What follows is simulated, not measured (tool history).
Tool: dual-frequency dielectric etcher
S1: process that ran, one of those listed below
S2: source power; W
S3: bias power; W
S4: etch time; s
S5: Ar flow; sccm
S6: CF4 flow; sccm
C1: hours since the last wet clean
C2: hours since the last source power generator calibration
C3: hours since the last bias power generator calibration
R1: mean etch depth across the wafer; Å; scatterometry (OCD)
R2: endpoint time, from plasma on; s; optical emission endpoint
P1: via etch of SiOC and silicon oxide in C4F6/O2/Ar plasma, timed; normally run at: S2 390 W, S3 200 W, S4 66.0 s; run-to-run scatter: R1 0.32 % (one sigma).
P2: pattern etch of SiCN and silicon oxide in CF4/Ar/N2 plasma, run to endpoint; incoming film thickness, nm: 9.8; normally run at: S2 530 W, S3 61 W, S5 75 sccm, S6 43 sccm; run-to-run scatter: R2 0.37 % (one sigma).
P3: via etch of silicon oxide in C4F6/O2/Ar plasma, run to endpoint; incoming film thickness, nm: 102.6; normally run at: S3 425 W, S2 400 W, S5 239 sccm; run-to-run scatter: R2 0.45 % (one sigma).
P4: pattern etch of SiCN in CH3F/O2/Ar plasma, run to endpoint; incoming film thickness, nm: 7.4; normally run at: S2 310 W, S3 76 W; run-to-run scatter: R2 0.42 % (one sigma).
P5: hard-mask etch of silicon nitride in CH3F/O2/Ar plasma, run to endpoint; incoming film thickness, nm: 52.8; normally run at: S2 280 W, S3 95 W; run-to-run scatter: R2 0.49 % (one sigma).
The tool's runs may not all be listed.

run   hour  S1   S2   S3    S4   S5  S6     C1     C2      C3       R1       R2
  1    4.7  P1  390  200  66.0           115.8  930.5  1123.7   760.48
  2    9.8  P2  530   61         75  43  120.9  935.6  1128.8           10.5170
  3   14.1  P1  390  200  66.0           125.2  939.9  1133.1   762.56
      20.8  -- bias power generator calibrated
  4   20.9  P2  530   61         75  60  132.0  946.7     0.1            9.9665
      25.3  -- source power generator calibrated
  5   25.5  P1  390  155  66.0           136.6    0.3     4.7   707.57
  6   32.8  P1  470  200  66.0           143.9    7.6    12.0   819.87
  7   38.3  P1  270  134  66.0           149.4   13.1    17.5   578.98
  8   45.2  P3  400  425        239      156.3   20.0    24.4           23.5880
  9   49.1  P5  280   95                 160.2   23.9    28.3           77.7900
 10   53.0  P1  390  200  91.5           164.1   27.8    32.2  1059.60
 11   60.5  P1  390  200  43.5           171.6   35.3    39.7   503.37
 12   67.4  P1  390  200  66.0           178.5   42.2    46.6   766.57
 13   72.6  P2  730   61         75  43  183.7   47.4    51.8            7.9061
 14   79.7  P5  380   95                 190.8   54.5    58.9           68.4540
 15   85.4  P4  310   44                 196.5   60.2    64.6           26.1100
 16   92.7  P2  530   80         75  43  203.8   67.5    71.9            9.5835
 17   99.7  P3  400  425        284      210.8   74.5    78.9           24.2390
 18  104.3  P2  530   61         75  43  215.4   79.1    83.5           10.4560
     109.6  -- wet clean of the chamber
 19  110.4  P1  390  279  66.0             0.9   85.2    89.6   855.36
 20  114.2  P5  280  132                   4.7   89.0    93.4           68.3760
 21  121.7  P4  310   76                  12.2   96.5   100.9           21.6850
 22  129.2  P4  310   76                  19.7  104.0   108.4           21.6970
 23  133.7  P1  390  200  66.0            24.2  108.5   112.9   764.28
 24  140.4  P1  390  200  66.0            30.9  115.2   119.6   765.81
 25  147.8  P3  400  265        239       38.3  122.6   127.0           28.2840
 26  151.8  P1  270  200  39.5            42.3  126.6   131.0   397.27
 27  160.0  P4  440   76                  50.5  134.8   139.2           18.9920
 28  168.0  P5  280   95                  58.5  142.8   147.2           77.7110
 29  173.5  P2  530   61         93  43   64.0  148.3   152.7           10.9170
 30  181.8  P1  300  200  66.0            72.3  156.6   161.0   691.23
 31  189.9  P3  310  425        239       80.4  164.7   169.1           26.1790
 32  197.8  P1  390  200  66.0            88.3  172.6   177.0   766.28
 33  204.4  P1  390  200  66.0            94.9  179.2   183.6   756.93
 34  211.7  P1  390  200  66.0           102.2  186.5   190.9   754.14
 35  217.9  P1  390  200  66.0           108.4  192.7   197.1   753.42

Run 36 comes next. What will it give?
     219.5  -- wet clean of the chamber
 36  222.4  P1  390  200  66.0          2.9  197.2  201.6   ?

Run 36 gave R1 750.51 Å.
